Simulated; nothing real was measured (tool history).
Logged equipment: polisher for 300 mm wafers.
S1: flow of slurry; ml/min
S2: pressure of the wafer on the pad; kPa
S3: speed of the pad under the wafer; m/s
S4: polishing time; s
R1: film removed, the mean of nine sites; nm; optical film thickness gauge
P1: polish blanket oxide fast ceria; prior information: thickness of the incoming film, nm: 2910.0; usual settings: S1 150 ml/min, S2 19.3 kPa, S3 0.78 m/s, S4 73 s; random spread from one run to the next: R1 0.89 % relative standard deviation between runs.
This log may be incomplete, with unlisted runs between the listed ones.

run	hour	S1	S2	S3	S4	R1
1	10.1	150	19.3	0.78	73	808.97
2	19.8	150	26.2	0.78	38	576.22
3	30.6	150	29.0	0.78	73	1225.70
4	44.2	150	19.3	0.78	73	806.60
5	55.9	150	19.3	0.78	73	809.49
6	69.2	150	19.3	0.36	73	378.24
7	78.6	190	19.3	0.78	94	1092.00
8	88.1	150	13.8	0.78	38	301.29
9	98.6	150	19.3	0.78	73	797.63
10	110.3	150	19.3	0.78	34	381.44
11	119.3	150	19.3	0.78	73	819.47
12	130.4	215	19.3	0.78	73	841.00
13	137.8	90	19.3	0.78	73	731.29
14	145.8	150	19.3	0.78	116	1296.70
15	154.8	150	19.3	1.22	73	1253.30
16	167.9	150	9.0	0.78	73	377.96
17	182.6	150	19.3	0.78	73	799.29
18	196.8	150	19.3	0.78	73	763.49
19	210.7	150	19.3	0.78	73	772.02
# hour 219.3: worn pad replaced by a new one
20	225.9	150	19.3	0.78	73	755.34
21	236.7	150	19.3	0.78	73	756.74
22	248.8	150	19.3	0.78	73	758.58
23	258.1	150	19.3	0.78	73	750.15
24	270.0	150	19.3	0.78	73	737.29

The log shows P1 creeping away from where it was. Any of the 2 causes listed here, at the size stated for it, fits the log just as well as the others:
A: slurry flow missing at the pad, % = 31.6
B: head's pressure below its setpoint, % = 7.5
Creep in the process output first set in at about hour 182.6.
Each remaining cause and why it is not a fit:
removal rate lost through wear of the pad, %: serviced after onset, at hour 219.3, with no recovery of the prior output

Consider the 4 check runs below, whose results appear as question marks and each of which averages 3 wafers. Which one distinguishes the causes, in that each cause would give it a clearly different result?
check 1	281.9	150	19.3	0.50	37	?
check 2	281.9	150	28.3	0.78	101	?
check 3	281.9	90	19.3	0.50	73	?
check 4	281.9	150	12.4	0.78	114	?

Predicted outcomes, by check and by cause:
check	result	if A	if B
check 1	R1	243.90	243.87
check 2	R1	1520.90	1520.60
check 3	R1	412.04	430.42
check 4	R1	753.63	753.52
Distance between the nearest two causes, measured in the result of the check that separates them most: check 1 0.02 %; check 2 0.02 %; check 3 4.36 %; check 4 0.02 %
Check 3 distinguishes between the causes, while the remaining checks would return nearly the same result for all of them.

Running check 3 produced the following: R1 433.24 nm. Which one of the listed causes fits?

The correct cause is B, namely: head's pressure below its setpoint, %.

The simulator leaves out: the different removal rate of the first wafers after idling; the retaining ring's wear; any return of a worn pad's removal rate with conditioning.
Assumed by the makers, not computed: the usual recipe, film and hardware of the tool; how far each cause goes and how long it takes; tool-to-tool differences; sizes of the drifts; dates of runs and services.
